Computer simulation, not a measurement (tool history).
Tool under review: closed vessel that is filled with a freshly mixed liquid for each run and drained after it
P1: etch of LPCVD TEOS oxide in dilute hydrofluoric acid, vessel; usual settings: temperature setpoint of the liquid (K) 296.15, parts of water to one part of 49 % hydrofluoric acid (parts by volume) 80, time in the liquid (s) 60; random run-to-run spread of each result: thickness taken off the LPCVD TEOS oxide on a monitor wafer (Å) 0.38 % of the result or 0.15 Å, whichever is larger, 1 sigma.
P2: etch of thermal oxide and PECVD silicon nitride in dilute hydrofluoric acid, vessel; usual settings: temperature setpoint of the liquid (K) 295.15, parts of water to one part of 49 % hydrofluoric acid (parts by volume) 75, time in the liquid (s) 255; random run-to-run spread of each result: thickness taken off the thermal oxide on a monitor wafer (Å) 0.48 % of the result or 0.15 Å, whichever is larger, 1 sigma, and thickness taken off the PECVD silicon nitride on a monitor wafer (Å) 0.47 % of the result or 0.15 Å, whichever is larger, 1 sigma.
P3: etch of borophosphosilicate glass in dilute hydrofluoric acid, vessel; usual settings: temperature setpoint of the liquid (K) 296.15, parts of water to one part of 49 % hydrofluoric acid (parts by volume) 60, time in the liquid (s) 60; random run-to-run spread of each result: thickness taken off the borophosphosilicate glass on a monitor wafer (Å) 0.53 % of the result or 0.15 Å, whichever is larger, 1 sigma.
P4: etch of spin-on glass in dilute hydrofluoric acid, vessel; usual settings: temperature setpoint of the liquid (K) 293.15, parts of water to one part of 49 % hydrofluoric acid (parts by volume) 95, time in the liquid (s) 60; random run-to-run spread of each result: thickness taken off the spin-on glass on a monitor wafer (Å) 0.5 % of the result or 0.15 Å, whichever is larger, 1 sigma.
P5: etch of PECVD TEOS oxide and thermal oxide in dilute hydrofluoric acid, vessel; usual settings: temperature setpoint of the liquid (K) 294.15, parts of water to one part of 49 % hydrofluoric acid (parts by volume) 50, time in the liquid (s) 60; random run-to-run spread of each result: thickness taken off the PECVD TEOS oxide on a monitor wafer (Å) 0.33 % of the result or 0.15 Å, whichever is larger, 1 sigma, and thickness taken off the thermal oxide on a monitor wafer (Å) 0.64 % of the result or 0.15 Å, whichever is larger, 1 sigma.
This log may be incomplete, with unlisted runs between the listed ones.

run	hour	process that ran	temperature setpoint of the liquid (K)	parts of water to one part of 49 % hydrofluoric acid (parts by volume)	time in the liquid (s)	thickness taken off the LPCVD TEOS oxide on a monitor wafer (Å)	thickness taken off the spin-on glass on a monitor wafer (Å)	thickness taken off the borophosphosilicate glass on a monitor wafer (Å)	thickness taken off the PECVD TEOS oxide on a monitor wafer (Å)	thickness taken off the thermal oxide on a monitor wafer (Å)	thickness taken off the PECVD silicon nitride on a monitor wafer (Å)
1	5.7	P1	296.15	80	60	246.4					
2	17.4	P1	296.15	80	60	244.36					
3	24.1	P4	293.15	95	30		106.96				
4	33.3	P1	296.15	45	60	455.33					
5	44.4	P1	290.15	80	60	190.4					
6	51.2	P3	290.15	60	60			496.34			
7	59.5	P3	296.15	90	60			409.82			
8	65.9	P4	299.15	95	60		269.18				
9	73.7	P4	293.15	95	60		213.05				
10	81.4	P5	294.15	50	30				78.023	24.934	
11	91	P4	293.15	95	60		212.86				
12	98.5	P4	293.15	175	60		105.83				
13	104.9	P5	294.15	20	60				408.4	126.7	
14	113.3	P1	296.15	80	60	244.71					
15	119.5	P2	295.15	135	255					76.466	43.225
16	132	P1	296.15	80	110	449.96					
17	141.1	P2	295.15	75	485					280.32	146.12
18	146.7	P2	295.15	75	255					146.72	76.383
19	154.4	P5	294.15	50	60				156.46	49.594	
20	163.9	P1	296.15	80	60	245.39					
21	173.5	P5	301.15	50	60				208.05	65.563	
22	185.2	P1	303.65	80	60	329.54					

The next listed run, before its measurement:
23	196.7	P2	303.15	75	255					?	?

thickness taken off the thermal oxide on a monitor wafer (Å): 202.59
thickness taken off the PECVD silicon nitride on a monitor wafer (Å): 129.5
